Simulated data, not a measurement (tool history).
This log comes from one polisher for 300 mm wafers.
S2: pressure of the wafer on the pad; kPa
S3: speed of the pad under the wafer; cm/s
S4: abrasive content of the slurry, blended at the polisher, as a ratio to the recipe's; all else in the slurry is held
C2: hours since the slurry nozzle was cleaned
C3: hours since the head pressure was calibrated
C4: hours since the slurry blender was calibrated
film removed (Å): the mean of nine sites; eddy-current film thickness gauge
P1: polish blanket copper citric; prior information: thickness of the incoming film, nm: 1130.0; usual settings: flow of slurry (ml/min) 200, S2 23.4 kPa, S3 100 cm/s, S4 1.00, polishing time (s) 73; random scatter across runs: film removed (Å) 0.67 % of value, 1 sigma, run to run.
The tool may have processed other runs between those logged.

run 1 hour=12.2 | flow_of_slurry_(ml/min)=200 S2=23.4 S3=100 S4=1.00 polishing_time_(s)=73 | wafers_polished_on_this_pad=355 C2=592.7 C3=247.2 C4=71.7 | film_removed_(Å)=2150.80
run 2 hour=25.9 | flow_of_slurry_(ml/min)=200 S2=23.4 S3=100 S4=1.00 polishing_time_(s)=33 | wafers_polished_on_this_pad=493 C2=606.4 C3=260.9 C4=85.4 | film_removed_(Å)=965.57
run 3 hour=33.3 | flow_of_slurry_(ml/min)=200 S2=23.4 S3=100 S4=1.00 polishing_time_(s)=73 | wafers_polished_on_this_pad=567 C2=613.8 C3=268.3 C4=92.8 | film_removed_(Å)=2149.30
run 4 hour=45.3 | flow_of_slurry_(ml/min)=200 S2=23.4 S3=100 S4=1.00 polishing_time_(s)=73 | wafers_polished_on_this_pad=688 C2=625.8 C3=280.3 C4=104.8 | film_removed_(Å)=2152.30
run 5 hour=52.8 | flow_of_slurry_(ml/min)=200 S2=11.7 S3=100 S4=1.00 polishing_time_(s)=102 | wafers_polished_on_this_pad=763 C2=633.3 C3=287.8 C4=112.3 | film_removed_(Å)=1520.90
run 6 hour=60.4 | flow_of_slurry_(ml/min)=200 S2=23.4 S3=138 S4=1.00 polishing_time_(s)=73 | wafers_polished_on_this_pad=839 C2=640.9 C3=295.4 C4=119.9 | film_removed_(Å)=2935.40
run 7 hour=69.0 | flow_of_slurry_(ml/min)=200 S2=23.4 S3=100 S4=1.00 polishing_time_(s)=73 | wafers_polished_on_this_pad=925 C2=649.5 C3=304.0 C4=128.5 | film_removed_(Å)=2157.20
run 8 hour=79.0 | flow_of_slurry_(ml/min)=295 S2=23.4 S3=100 S4=1.00 polishing_time_(s)=73 | wafers_polished_on_this_pad=1026 C2=659.5 C3=314.0 C4=138.5 | film_removed_(Å)=2227.40
run 9 hour=86.7 | flow_of_slurry_(ml/min)=120 S2=33.8 S3=100 S4=1.00 polishing_time_(s)=73 | wafers_polished_on_this_pad=1103 C2=667.2 C3=321.7 C4=146.2 | film_removed_(Å)=2782.70
run 10 hour=101.0 | flow_of_slurry_(ml/min)=200 S2=23.4 S3=100 S4=1.00 polishing_time_(s)=106 | wafers_polished_on_this_pad=1246 C2=681.5 C3=336.0 C4=160.5 | film_removed_(Å)=3125.60
run 11 hour=110.1 | flow_of_slurry_(ml/min)=200 S2=23.4 S3=100 S4=1.30 polishing_time_(s)=73 | wafers_polished_on_this_pad=1338 C2=690.6 C3=345.1 C4=169.6 | film_removed_(Å)=2278.10
run 12 hour=122.7 | flow_of_slurry_(ml/min)=120 S2=23.4 S3=100 S4=1.00 polishing_time_(s)=73 | wafers_polished_on_this_pad=1464 C2=703.2 C3=357.7 C4=182.2 | film_removed_(Å)=1998.70
run 13 hour=129.7 | flow_of_slurry_(ml/min)=200 S2=10.3 S3=100 S4=1.00 polishing_time_(s)=73 | wafers_polished_on_this_pad=1534 C2=710.2 C3=364.7 C4=189.2 | film_removed_(Å)=964.27

Forecast run 14:
run 14 hour=137.8 | flow_of_slurry_(ml/min)=200 S2=23.4 S3=100 S4=0.65 polishing_time_(s)=73 | wafers_polished_on_this_pad=1615 C2=718.3 C3=372.8 C4=197.3 | film_removed_(Å)=?

{"run 14": {"film removed (Å)": 1960.9}}
